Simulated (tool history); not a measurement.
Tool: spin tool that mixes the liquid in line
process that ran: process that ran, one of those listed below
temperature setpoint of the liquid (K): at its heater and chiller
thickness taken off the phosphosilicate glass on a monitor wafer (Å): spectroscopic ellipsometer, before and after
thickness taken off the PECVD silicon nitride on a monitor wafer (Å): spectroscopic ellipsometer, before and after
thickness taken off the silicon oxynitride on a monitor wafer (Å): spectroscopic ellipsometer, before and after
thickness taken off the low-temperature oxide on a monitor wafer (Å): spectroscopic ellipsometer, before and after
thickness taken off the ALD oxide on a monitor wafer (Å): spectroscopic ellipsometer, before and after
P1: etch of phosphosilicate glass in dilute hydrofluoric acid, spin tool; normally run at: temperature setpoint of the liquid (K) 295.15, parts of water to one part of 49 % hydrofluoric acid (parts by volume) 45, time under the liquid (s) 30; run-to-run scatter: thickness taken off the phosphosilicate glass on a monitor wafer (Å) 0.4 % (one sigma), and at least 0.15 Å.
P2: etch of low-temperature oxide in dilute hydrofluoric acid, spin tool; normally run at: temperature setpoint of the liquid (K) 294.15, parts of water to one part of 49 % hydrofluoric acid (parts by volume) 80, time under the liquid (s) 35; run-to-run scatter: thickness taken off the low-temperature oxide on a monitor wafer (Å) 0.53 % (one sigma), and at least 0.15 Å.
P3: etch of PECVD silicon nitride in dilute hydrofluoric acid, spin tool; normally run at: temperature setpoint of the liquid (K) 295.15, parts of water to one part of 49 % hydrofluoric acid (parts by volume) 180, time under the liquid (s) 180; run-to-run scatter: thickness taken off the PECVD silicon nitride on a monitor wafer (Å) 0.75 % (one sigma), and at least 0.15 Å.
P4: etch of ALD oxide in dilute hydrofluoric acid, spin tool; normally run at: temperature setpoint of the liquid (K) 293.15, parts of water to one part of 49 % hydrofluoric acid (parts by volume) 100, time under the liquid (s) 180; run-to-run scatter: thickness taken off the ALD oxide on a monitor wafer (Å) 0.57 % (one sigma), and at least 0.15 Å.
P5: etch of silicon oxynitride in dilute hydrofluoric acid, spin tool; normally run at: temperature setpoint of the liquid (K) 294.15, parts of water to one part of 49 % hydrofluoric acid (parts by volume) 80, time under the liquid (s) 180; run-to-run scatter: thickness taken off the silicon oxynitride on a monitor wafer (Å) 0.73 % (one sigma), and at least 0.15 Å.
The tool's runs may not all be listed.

run,day,process that ran,temperature setpoint of the liquid (K),parts of water to one part of 49 % hydrofluoric acid (parts by volume),time under the liquid (s),hours since the thermometer was replaced,hours since the hydrofluoric acid flow meter was replaced,thickness taken off the phosphosilicate glass on a monitor wafer (Å),thickness taken off the PECVD silicon nitride on a monitor wafer (Å),thickness taken off the silicon oxynitride on a monitor wafer (Å),thickness taken off the low-temperature oxide on a monitor wafer (Å),thickness taken off the ALD oxide on a monitor wafer (Å)
1,0.358,P1,295.15,45,30,1200.2,877.4,404.08,,,,
2,0.671,P3,295.15,180,180,1207.7,884.9,,28.479,,,
3,1.008,P5,294.15,110,180,1215.8,893,,,20.449,,
4,1.433,P1,295.15,45,30,1226,903.2,399.72,,,,
5,1.729,P1,290.15,20,30,1233.1,910.3,746.31,,,,
6,1.962,P5,294.15,80,180,1238.7,915.9,,,29.118,,
7,2.342,P2,301.65,80,35,1247.8,925,,,,82.542,
8,2.588,P1,300.65,45,30,1253.7,930.9,506.35,,,,
9,2.988,P3,295.15,180,180,1263.3,940.5,,28.908,,,
10,3.367,P1,295.15,45,15,1272.4,949.6,201.83,,,,
11,3.783,P1,295.15,45,30,1282.4,959.6,401.82,,,,
12,4.133,P2,294.15,80,35,1290.8,968,,,,60.834,
13,4.475,P1,295.15,45,45,1299,976.2,603.43,,,,
14,4.696,P1,291.65,45,30,1304.3,981.5,348.85,,,,
15,5,P2,294.15,30,35,1311.6,988.8,,,,172.09,
16,5.267,P1,290.65,45,45,1318,995.2,495.5,,,,
17,5.654,P4,298.15,100,180,1327.3,1004.5,,,,,301.7
# day 5.704: hydrofluoric acid flow meter replaced
18,6.033,P2,294.15,80,55,1336.4,7.9,,,,97.136,
19,6.362,P5,300.15,80,180,1344.3,15.8,,,38.596,,
20,6.675,P5,294.15,80,60,1351.8,23.3,,,9.5481,,
21,7.112,P1,295.15,45,30,1362.3,33.8,405.19,,,,
22,7.308,P4,293.15,100,180,1367,38.5,,,,,245.36
23,7.625,P1,295.15,65,30,1374.6,46.1,271.72,,,,
24,7.825,P4,293.15,50,180,1379.4,50.9,,,,,518.71
25,8.146,P3,295.15,270,180,1387.1,58.6,,19.434,,,
26,8.517,P2,294.15,80,35,1396,67.5,,,,61.246,
27,8.762,P3,295.15,180,260,1401.9,73.4,,41.982,,,
28,9.138,P1,295.15,20,30,1410.9,82.4,930.2,,,,
29,9.462,P4,293.15,100,35,1418.7,90.2,,,,,48.286
30,9.742,P3,290.15,180,180,1425.4,96.9,,20.991,,,
31,10.008,P1,295.15,45,30,1431.8,103.3,400.32,,,,
32,10.262,P1,295.15,45,30,1437.9,109.4,393.42,,,,
33,10.642,P1,295.15,45,30,1447,118.5,380.81,,,,
34,10.888,P1,295.15,45,30,1452.9,124.4,376.63,,,,
35,11.1,P1,295.15,45,30,1458,129.5,376.35,,,,
36,11.304,P1,295.15,45,30,1462.9,134.4,375.7,,,,
37,11.692,P1,295.15,45,30,1472.2,143.7,368.55,,,,
38,12.05,P1,295.15,45,30,1480.8,152.3,367.17,,,,
39,12.471,P1,295.15,45,30,1490.9,162.4,368.73,,,,

The next listed run, before its measurement:
40,12.862,P1,295.15,45,30,1500.3,171.8,?,,,,

Run 40 gave thickness taken off the phosphosilicate glass on a monitor wafer (Å) 366.49.
